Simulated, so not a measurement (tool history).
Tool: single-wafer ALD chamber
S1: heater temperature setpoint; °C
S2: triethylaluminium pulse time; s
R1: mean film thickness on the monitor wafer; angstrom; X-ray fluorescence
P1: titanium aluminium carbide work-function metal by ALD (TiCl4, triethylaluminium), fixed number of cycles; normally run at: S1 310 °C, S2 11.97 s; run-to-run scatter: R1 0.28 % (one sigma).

{"run": 1, "day": 0.375, "S1": 310, "S2": 11.97, "R1": 20.766}
{"run": 2, "day": 0.883, "S1": 310, "S2": 11.97, "R1": 20.852}
{"run": 3, "day": 1.204, "S1": 289, "S2": 17.65, "R1": 19.174}
{"run": 4, "day": 1.754, "S1": 335, "S2": 11.97, "R1": 22.941}
{"run": 5, "day": 2.075, "S1": 310, "S2": 11.97, "R1": 20.834}
{"run": 6, "day": 2.6, "S1": 310, "S2": 4.27, "R1": 16.223}
{"run": 7, "day": 2.992, "S1": 310, "S2": 11.97, "R1": 20.739}
{"run": 8, "day": 3.492, "S1": 310, "S2": 19.27, "R1": 21.061}
{"run": 9, "day": 3.925, "S1": 328, "S2": 6.73, "R1": 20.459}
{"run": 10, "day": 4.321, "S1": 290, "S2": 11.97, "R1": 19.1}
{"run": 11, "day": 4.896, "S1": 310, "S2": 11.97, "R1": 20.736}
{"run": 12, "day": 5.217, "S1": 292, "S2": 6.3, "R1": 17.335}
{"run": 13, "day": 5.496, "S1": 310, "S2": 11.97, "R1": 20.703}
{"run": 14, "day": 6.05, "S1": 310, "S2": 11.97, "R1": 20.808}
{"run": 15, "day": 6.388, "S1": 310, "S2": 11.97, "R1": 20.654}
{"run": 16, "day": 6.892, "S1": 310, "S2": 11.97, "R1": 20.58}
{"run": 17, "day": 7.346, "S1": 310, "S2": 11.97, "R1": 20.54}

The next listed run, before its measurement:
{"run": 18, "day": 7.912, "S1": 310, "S2": 11.97, "R1": "?"}

Run 18 gave R1 20.401 angstrom.
